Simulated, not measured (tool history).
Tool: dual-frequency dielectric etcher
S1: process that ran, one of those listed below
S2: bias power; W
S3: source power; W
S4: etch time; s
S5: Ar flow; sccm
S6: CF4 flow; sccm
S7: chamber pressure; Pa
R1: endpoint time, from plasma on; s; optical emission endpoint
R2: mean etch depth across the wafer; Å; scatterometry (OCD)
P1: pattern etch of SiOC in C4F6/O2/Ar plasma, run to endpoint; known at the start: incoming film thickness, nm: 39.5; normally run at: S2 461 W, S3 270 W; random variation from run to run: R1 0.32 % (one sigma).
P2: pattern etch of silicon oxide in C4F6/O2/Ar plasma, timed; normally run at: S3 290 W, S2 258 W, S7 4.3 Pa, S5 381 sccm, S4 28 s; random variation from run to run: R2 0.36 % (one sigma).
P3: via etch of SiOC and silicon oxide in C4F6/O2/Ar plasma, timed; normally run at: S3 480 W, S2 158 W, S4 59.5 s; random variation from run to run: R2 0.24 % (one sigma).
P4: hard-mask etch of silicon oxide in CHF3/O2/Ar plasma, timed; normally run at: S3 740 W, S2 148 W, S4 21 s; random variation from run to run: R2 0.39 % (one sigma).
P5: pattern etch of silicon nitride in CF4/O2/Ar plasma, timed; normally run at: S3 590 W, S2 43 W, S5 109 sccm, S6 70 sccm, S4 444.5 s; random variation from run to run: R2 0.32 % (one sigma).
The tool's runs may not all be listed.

run,hour,S1,S2,S3,S4,S5,S6,S7,R1,R2
1,3.6,P1,461,270,,,,,15.877,
2,8,P3,158,480,59.5,,,,,676.16
3,12.6,P1,461,270,,,,,15.925,
4,17.4,P1,461,270,,,,,15.952,
5,22.3,P5,52,590,444.5,109,70,,,9357.5
6,26.3,P2,258,290,28,462,,4.3,,829.83
7,29.7,P3,158,480,59.5,,,,,673.68
8,33.9,P4,93,740,21,,,,,367.24
9,38,P1,461,270,,,,,15.874,
10,41.1,P3,158,480,40.5,,,,,458.17
11,45.7,P4,148,740,21,,,,,421.64
12,48.8,P1,282,270,,,,,19.112,
13,51.5,P4,148,740,21,,,,,422.97
14,54.5,P5,43,590,444.5,109,84,,,8916.1
15,57.5,P2,258,290,28,381,,4.3,,841.78
# hour 59.2: wet clean of the chamber
16,61.9,P1,461,270,,,,,15.939,
17,66.7,P5,43,590,444.5,150,70,,,8254.8
18,70.2,P5,43,590,244.5,109,70,,,4770.7
19,74.2,P5,43,590,444.5,109,70,,,8645.5
20,79,P5,43,590,444.5,109,70,,,8681.8
21,83.6,P2,199,290,28,381,,4.3,,781.78
22,86.9,P2,258,290,28,381,,5.6,,822.92
23,91.5,P1,461,220,,,,,17.241,
24,94.4,P4,148,970,21,,,,,469.36
25,99.1,P3,158,630,59.5,,,,,748.68
26,102.3,P1,461,270,,,,,15.935,
27,105.7,P2,258,290,28,381,,4.3,,850.91
# hour 106.2: bias power generator calibrated
28,108.6,P2,258,190,28,381,,4.3,,724.27
29,111.2,P2,258,290,21.5,381,,4.3,,649.92
30,113.9,P1,461,370,,,,,14.178,
31,118.8,P3,218,480,59.5,,,,,744.13
32,121.4,P1,380,380,,,,,15.091,
33,125.6,P1,625,270,,,,,14.147,
34,127.8,P5,43,820,444.5,109,70,,,11554
35,131,P4,148,740,30,,,,,604.41
36,135.3,P1,461,270,,,,,16.054,
37,139.8,P1,461,270,,,,,16.173,
38,144.8,P1,461,270,,,,,16.125,
# hour 146.8: wet clean of the chamber
39,147.5,P1,461,270,,,,,16.104,
40,151.9,P1,461,270,,,,,16.19,
41,156,P1,461,270,,,,,16.171,
42,160.8,P1,461,270,,,,,16.167,
43,163.6,P1,461,270,,,,,16.188,
44,166.2,P1,461,270,,,,,16.135,

What P1 gives has crept away from where it was. These 2 causes fit the log equally well, each at the size given:
A: bias power that arrives under what is set, % = 4.14
B: source power that arrives under what is set, % = 4.22
The creep began at about hour 135.3.
Why every other cause is out:
chamber walls in a state that lowers the etch rate, %: serviced at hour 146.8, which brought nothing back

4 check runs are offered, each on 2 wafers whose results are averaged, their results left as question marks. Which one tells the causes apart?
check 1,168.8,P2,210,290,28,381,,4.3,,?
check 2,168.8,P5,43,800,244.5,109,70,,,?
check 3,168.8,P4,148,940,25.5,,,,,?
check 4,168.8,P3,183,480,59.5,,,,,?

What each check would give under each cause:
check,result,if A,if B
check 1,R2,779.6,777.67
check 2,R2,6123.2,5990.5
check 3,R2,556.28,554.2
check 4,R2,696.55,694.23
How far apart the two closest causes lie, in the result that separates them most: check 1 0.25 %; check 2 2.19 %; check 3 0.38 %; check 4 0.33 %
Check 2 tells the causes apart: in the others they would give nearly the same result.

Check 2 was then run and gave: R2 6133.5 Å. Which cause is it?

It is A: bias power that arrives under what is set, %.
